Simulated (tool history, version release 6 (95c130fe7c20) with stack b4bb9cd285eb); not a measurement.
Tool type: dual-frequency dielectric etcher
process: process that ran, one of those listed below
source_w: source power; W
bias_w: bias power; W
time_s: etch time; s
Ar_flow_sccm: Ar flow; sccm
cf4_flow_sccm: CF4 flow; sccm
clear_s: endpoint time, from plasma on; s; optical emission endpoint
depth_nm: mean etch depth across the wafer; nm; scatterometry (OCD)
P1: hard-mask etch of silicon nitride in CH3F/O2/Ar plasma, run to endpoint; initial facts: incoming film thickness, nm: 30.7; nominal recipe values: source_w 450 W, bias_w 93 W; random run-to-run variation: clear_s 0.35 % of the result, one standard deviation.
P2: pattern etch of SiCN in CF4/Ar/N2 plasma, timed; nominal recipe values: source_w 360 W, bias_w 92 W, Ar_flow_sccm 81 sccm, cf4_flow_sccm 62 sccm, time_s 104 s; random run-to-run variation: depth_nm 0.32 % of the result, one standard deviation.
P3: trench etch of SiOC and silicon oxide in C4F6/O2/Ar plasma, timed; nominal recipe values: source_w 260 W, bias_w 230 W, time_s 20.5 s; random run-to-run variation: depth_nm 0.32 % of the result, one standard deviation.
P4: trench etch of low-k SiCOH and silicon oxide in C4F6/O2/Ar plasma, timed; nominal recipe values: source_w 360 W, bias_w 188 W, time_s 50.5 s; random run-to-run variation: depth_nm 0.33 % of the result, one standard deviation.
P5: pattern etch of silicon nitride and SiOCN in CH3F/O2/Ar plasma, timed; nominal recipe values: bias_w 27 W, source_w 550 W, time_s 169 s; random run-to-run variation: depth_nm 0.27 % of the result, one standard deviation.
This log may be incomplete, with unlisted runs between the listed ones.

| run | day | process | source_w | bias_w | time_s | Ar_flow_sccm | cf4_flow_sccm | hours since the last wet clean | hours since the last source power generator calibration | hours since the last bias power generator calibration | clear_s | depth_nm |
|---|---|---|---|---|---|---|---|---|---|---|---|---|
| 1 | 0.429 | P1 | 450 | 93 |  |  |  | 298.7 | 1925.7 | 1570.7 | 39.027 |  |
| 2 | 1.017 | P1 | 350 | 93 |  |  |  | 312.8 | 1939.8 | 1584.8 | 42.926 |  |
| 3 | 1.479 | P5 | 550 | 27 | 169 |  |  | 323.9 | 1950.9 | 1595.9 |  | 27.499 |
|  | 1.75 | bias power generator calibrated |
|  | 1.867 | source power generator calibrated |
| 4 | 1.946 | P1 | 450 | 93 |  |  |  | 335.1 | 1.9 | 4.8 | 38.999 |  |
| 5 | 2.546 | P2 | 360 | 92 | 104 | 81 | 62 | 349.5 | 16.3 | 19.2 |  | 82.807 |
| 6 | 3.1 | P3 | 260 | 171 | 20.5 |  |  | 362.8 | 29.6 | 32.5 |  | 33.651 |
| 7 | 3.642 | P4 | 270 | 188 | 50.5 |  |  | 375.8 | 42.6 | 45.5 |  | 141.8 |
| 8 | 4.221 | P3 | 260 | 230 | 20.5 |  |  | 389.7 | 56.5 | 59.4 |  | 37.168 |
| 9 | 4.608 | P1 | 340 | 123 |  |  |  | 399 | 65.8 | 68.7 | 38.988 |  |
| 10 | 5.067 | P1 | 540 | 93 |  |  |  | 410 | 76.8 | 79.7 | 36.42 |  |
| 11 | 5.379 | P5 | 550 | 27 | 112.5 |  |  | 417.5 | 84.3 | 87.2 |  | 18.279 |
| 12 | 5.967 | P2 | 360 | 57 | 104 | 81 | 62 | 431.6 | 98.4 | 101.3 |  | 70.314 |
| 13 | 6.438 | P3 | 260 | 230 | 20.5 |  |  | 442.9 | 109.7 | 112.6 |  | 37.001 |
| 14 | 6.829 | P4 | 360 | 188 | 50.5 |  |  | 452.3 | 119.1 | 122 |  | 158.31 |
| 15 | 7.433 | P3 | 260 | 230 | 12.5 |  |  | 466.8 | 133.6 | 136.5 |  | 22.735 |
| 16 | 7.85 | P5 | 550 | 16 | 169 |  |  | 476.8 | 143.6 | 146.5 |  | 21.984 |
| 17 | 8.204 | P4 | 360 | 266 | 50.5 |  |  | 485.3 | 152.1 | 155 |  | 178.32 |
| 18 | 8.812 | P1 | 450 | 123 |  |  |  | 499.9 | 166.7 | 169.6 | 35.118 |  |
| 19 | 9.104 | P5 | 440 | 27 | 169 |  |  | 506.9 | 173.7 | 176.6 |  | 25.475 |
| 20 | 9.462 | P4 | 360 | 188 | 37.5 |  |  | 515.5 | 182.3 | 185.2 |  | 116.73 |
| 21 | 10.117 | P1 | 450 | 93 |  |  |  | 531.2 | 198 | 200.9 | 38.981 |  |
| 22 | 10.454 | P1 | 450 | 93 |  |  |  | 539.3 | 206.1 | 209 | 39.007 |  |
| 23 | 11.054 | P3 | 320 | 230 | 20.5 |  |  | 553.7 | 220.5 | 223.4 |  | 40.078 |
| 24 | 11.558 | P4 | 360 | 188 | 50.5 |  |  | 565.8 | 232.6 | 235.5 |  | 159.16 |
| 25 | 12.008 | P2 | 360 | 92 | 104 | 81 | 62 | 576.6 | 243.4 | 246.3 |  | 83.32 |
| 26 | 12.567 | P2 | 360 | 92 | 74.5 | 81 | 62 | 590 | 256.8 | 259.7 |  | 59.183 |
| 27 | 12.921 | P2 | 240 | 92 | 104 | 81 | 62 | 598.5 | 265.3 | 268.2 |  | 58.425 |
| 28 | 13.512 | P5 | 550 | 27 | 169 |  |  | 612.7 | 279.5 | 282.4 |  | 27.479 |
| 29 | 13.821 | P2 | 360 | 92 | 104 | 81 | 41 | 620.1 | 286.9 | 289.8 |  | 78.393 |
| 30 | 14.371 | P2 | 360 | 92 | 104 | 65 | 62 | 633.3 | 300.1 | 303 |  | 84.991 |
| 31 | 14.658 | P1 | 450 | 60 |  |  |  | 640.2 | 307 | 309.9 | 45.376 |  |
| 32 | 15.221 | P1 | 450 | 93 |  |  |  | 653.7 | 320.5 | 323.4 | 38.831 |  |
| 33 | 15.721 | P1 | 450 | 93 |  |  |  | 665.7 | 332.5 | 335.4 | 39.146 |  |
| 34 | 16.162 | P1 | 450 | 93 |  |  |  | 676.3 | 343.1 | 346 | 38.728 |  |
| 35 | 16.754 | P1 | 450 | 93 |  |  |  | 690.5 | 357.3 | 360.2 | 38.36 |  |
| 36 | 17.412 | P1 | 450 | 93 |  |  |  | 706.3 | 373.1 | 376 | 38.242 |  |
| 37 | 17.842 | P1 | 450 | 93 |  |  |  | 716.6 | 383.4 | 386.3 | 38.505 |  |
| 38 | 18.246 | P1 | 450 | 93 |  |  |  | 726.3 | 393.1 | 396 | 38.539 |  |
| 39 | 18.596 | P1 | 450 | 93 |  |  |  | 734.7 | 401.5 | 404.4 | 38.141 |  |
| 40 | 19.196 | P1 | 450 | 93 |  |  |  | 749.1 | 415.9 | 418.8 | 38.434 |  |
|  | 19.6 | wet clean of the chamber |
| 41 | 19.804 | P1 | 450 | 93 |  |  |  | 5 | 430.5 | 433.4 | 38.584 |  |
| 42 | 20.3 | P1 | 450 | 93 |  |  |  | 16.9 | 442.4 | 445.3 | 38.414 |  |
| 43 | 20.896 | P1 | 450 | 93 |  |  |  | 31.2 | 456.7 | 459.6 | 38.248 |  |
| 44 | 21.225 | P1 | 450 | 93 |  |  |  | 39.1 | 464.6 | 467.5 | 38.506 |  |

Something has made what P1 gives creep away from where it was; the 2 causes below, each at its own stated size, fit the log equally well:
A: bias power that arrives over what is set, % = 4.95
B: source power that arrives over what is set, % = 4.75
The creep began at about day 15.721.
All other causes, with the reason each is excluded:
chamber walls in a state that raises the etch rate, %: serviced at day 19.6, which brought nothing back

Which of the 4 check runs listed below separates the causes, so that each cause would produce a clearly different result? Each run uses one wafer, and its results are marked with question marks.
| check 1 | 21.554 | P5 | 550 | 27 | 169 |  |  |  |  |  |  | ? |
| check 2 | 21.554 | P3 | 260 | 230 | 20.5 |  |  |  |  |  |  | ? |
| check 3 | 21.554 | P2 | 360 | 92 | 104 | 81 | 62 |  |  |  |  | ? |
| check 4 | 21.554 | P4 | 360 | 188 | 50.5 |  |  |  |  |  |  | ? |

Outcome of each check run for each possible cause:
| check | result | if A | if B |
|---|---|---|---|
| check 1 | depth_nm | 28.036 | 27.869 |
| check 2 | depth_nm | 37.751 | 37.79 |
| check 3 | depth_nm | 84.387 | 86.337 |
| check 4 | depth_nm | 160.92 | 161.3 |
Minimum pairwise separation of causes per check, each pair taken at its best-separating result: check 1 0.6 %; check 2 0.1 %; check 3 2.28 %; check 4 0.24 %
Check 3 distinguishes between the causes, while the remaining checks would return nearly the same result for all of them.

Then check 3 was run and gave: depth_nm 84.694 nm. Which cause is it?

A is the cause: bias power that arrives over what is set, %.

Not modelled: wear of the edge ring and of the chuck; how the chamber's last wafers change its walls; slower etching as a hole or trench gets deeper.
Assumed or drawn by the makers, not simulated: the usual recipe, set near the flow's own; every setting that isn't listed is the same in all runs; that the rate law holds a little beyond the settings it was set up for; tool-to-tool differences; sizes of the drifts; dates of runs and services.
